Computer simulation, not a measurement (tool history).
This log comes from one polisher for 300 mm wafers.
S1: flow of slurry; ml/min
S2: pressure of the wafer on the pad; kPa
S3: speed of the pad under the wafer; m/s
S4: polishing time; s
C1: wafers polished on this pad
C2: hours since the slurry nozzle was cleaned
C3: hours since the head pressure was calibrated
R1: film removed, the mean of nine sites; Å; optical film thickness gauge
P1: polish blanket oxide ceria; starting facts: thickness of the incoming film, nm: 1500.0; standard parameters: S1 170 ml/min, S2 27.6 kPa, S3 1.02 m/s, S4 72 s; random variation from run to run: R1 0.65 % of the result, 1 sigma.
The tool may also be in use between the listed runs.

Run 1, hour 16.8: S1 170 ml/min, S2 27.6 kPa, S3 1.02 m/s, S4 72 s; C1 409; C2 211.1; C3 957.9. Result: R1 3814.9 Å.
Run 2, hour 31.7: S1 170 ml/min, S2 18.6 kPa, S3 1.52 m/s, S4 72 s; C1 621; C2 226; C3 972.8. Result: R1 3820.7 Å.
Run 3, hour 41.9: S1 105 ml/min, S2 27.6 kPa, S3 1.02 m/s, S4 72 s; C1 767; C2 236.2; C3 983. Result: R1 3471.6 Å.
Run 4, hour 58.9: S1 260 ml/min, S2 27.6 kPa, S3 1.02 m/s, S4 72 s; C1 1009; C2 253.2; C3 1000. Result: R1 4060.3 Å.
Run 5, hour 73.4: S1 170 ml/min, S2 27.6 kPa, S3 1.02 m/s, S4 72 s; C1 1216; C2 267.7; C3 1014.5. Result: R1 3830.9 Å.
Run 6, hour 89.6: S1 170 ml/min, S2 43.4 kPa, S3 1.02 m/s, S4 72 s; C1 1447; C2 283.9; C3 1030.7. Result: R1 6023.7 Å.
Run 7, hour 103.7: S1 170 ml/min, S2 20.7 kPa, S3 1.02 m/s, S4 92 s; C1 1648; C2 298; C3 1044.8. Result: R1 3668 Å.
Run 8, hour 112.3: S1 170 ml/min, S2 19.3 kPa, S3 1.02 m/s, S4 72 s; C1 1770; C2 306.6; C3 1053.4. Result: R1 2658.5 Å.
Run 9, hour 123.5: S1 170 ml/min, S2 27.6 kPa, S3 1.02 m/s, S4 72 s; C1 1930; C2 317.8; C3 1064.6. Result: R1 3866 Å.
Run 10, hour 131.9: S1 170 ml/min, S2 27.6 kPa, S3 1.02 m/s, S4 72 s; C1 2050; C2 326.2; C3 1073. Result: R1 3809.6 Å.
At hour 140.5: head pressure recalibrated.
Run 11, hour 149.6: S1 170 ml/min, S2 27.6 kPa, S3 1.62 m/s, S4 72 s; C1 2302; C2 343.9; C3 9.1. Result: R1 6087.2 Å.
Run 12, hour 164.7: S1 170 ml/min, S2 27.6 kPa, S3 1.02 m/s, S4 72 s; C1 2518; C2 359; C3 24.2. Result: R1 3807.7 Å.
Run 13, hour 176.5: S1 170 ml/min, S2 27.6 kPa, S3 1.02 m/s, S4 109 s; C1 2686; C2 370.8; C3 36. Result: R1 5798.4 Å.
Run 14, hour 189.2: S1 170 ml/min, S2 27.6 kPa, S3 1.02 m/s, S4 72 s; C1 2867; C2 383.5; C3 48.7. Result: R1 3844.4 Å.
Run 15, hour 205.5: S1 170 ml/min, S2 27.6 kPa, S3 0.48 m/s, S4 72 s; C1 3099; C2 399.8; C3 65. Result: R1 1802.2 Å.
Run 16, hour 214.6: S1 100 ml/min, S2 17.9 kPa, S3 1.02 m/s, S4 72 s; C1 3229; C2 408.9; C3 74.1. Result: R1 2225.1 Å.
Run 17, hour 224.3: S1 170 ml/min, S2 27.6 kPa, S3 1.02 m/s, S4 51 s; C1 3368; C2 418.6; C3 83.8. Result: R1 2703.1 Å.
Run 18, hour 242.1: S1 170 ml/min, S2 27.6 kPa, S3 1.02 m/s, S4 72 s; C1 3621; C2 436.4; C3 101.6. Result: R1 3819.5 Å.
Run 19, hour 259.4: S1 170 ml/min, S2 27.6 kPa, S3 1.02 m/s, S4 72 s; C1 3868; C2 453.7; C3 118.9. Result: R1 3671.3 Å.
Run 20, hour 278.1: S1 170 ml/min, S2 27.6 kPa, S3 1.02 m/s, S4 72 s; C1 4135; C2 472.4; C3 137.6. Result: R1 3598.7 Å.
Run 21, hour 295.1: S1 170 ml/min, S2 27.6 kPa, S3 1.02 m/s, S4 72 s; C1 4377; C2 489.4; C3 154.6. Result: R1 3561.8 Å.
Run 22, hour 304.9: S1 170 ml/min, S2 27.6 kPa, S3 1.02 m/s, S4 72 s; C1 4517; C2 499.2; C3 164.4. Result: R1 3524.3 Å.
Run 23, hour 323: S1 170 ml/min, S2 27.6 kPa, S3 1.02 m/s, S4 72 s; C1 4775; C2 517.3; C3 182.5. Result: R1 3491.3 Å.
At hour 327: worn pad replaced by a new one.
Run 24, hour 334: S1 170 ml/min, S2 27.6 kPa, S3 1.02 m/s, S4 72 s; C1 101; C2 528.3; C3 193.5. Result: R1 3501.5 Å.
Run 25, hour 346.1: S1 170 ml/min, S2 27.6 kPa, S3 1.02 m/s, S4 72 s; C1 273; C2 540.4; C3 205.6. Result: R1 3459.6 Å.
Run 26, hour 359.9: S1 170 ml/min, S2 27.6 kPa, S3 1.02 m/s, S4 72 s; C1 470; C2 554.2; C3 219.4. Result: R1 3503.1 Å.

Compared with where it was, what P1 gives has crept away. Each cause listed below fits the log as well as the rest, at the size given for it:
A: slurry flow missing at the pad, % = 38.5
B: head's pressure below its setpoint, % = 9
The drift started at roughly hour 242.1.
All other causes, with the reason each is excluded:
removal rate lost through wear of the pad, %: serviced at hour 327, after the change had begun; the process did not return to its earlier output

Which of the check runs below tells the causes apart, meaning the causes would give it clearly different results? Each run uses 5 wafers whose results are averaged, and each result is shown as a question mark.
Run check 1, hour 373.7: S1 170 ml/min, S2 21.4 kPa, S3 1.3 m/s, S4 72 s. Result: R1 ?.
Run check 2, hour 373.7: S1 170 ml/min, S2 42.1 kPa, S3 1.02 m/s, S4 109 s. Result: R1 ?.
Run check 3, hour 373.7: S1 230 ml/min, S2 27.6 kPa, S3 1.02 m/s, S4 72 s. Result: R1 ?.
Run check 4, hour 373.7: S1 170 ml/min, S2 27.6 kPa, S3 0.56 m/s, S4 72 s. Result: R1 ?.

What each check would give under each cause:
  check  result    if A    if B
check 1      R1  3433.1  3432.9
check 2      R1  8024.2  8023.7
check 3      R1  3703.2  3619.1
check 4      R1  1908.2  1908.1
Minimum pairwise separation of causes per check, each pair taken at its best-separating result: check 1 0.01 %; check 2 0.01 %; check 3 2.3 %; check 4 0.01 %
Of the check runs offered, only check 3 discriminates between the causes; the rest would read about the same regardless of which cause applies.

After running check 3, the following was obtained: R1 3617.8 Å. Which cause does this point to?

Of the candidate causes, it is B: head's pressure below its setpoint, %.

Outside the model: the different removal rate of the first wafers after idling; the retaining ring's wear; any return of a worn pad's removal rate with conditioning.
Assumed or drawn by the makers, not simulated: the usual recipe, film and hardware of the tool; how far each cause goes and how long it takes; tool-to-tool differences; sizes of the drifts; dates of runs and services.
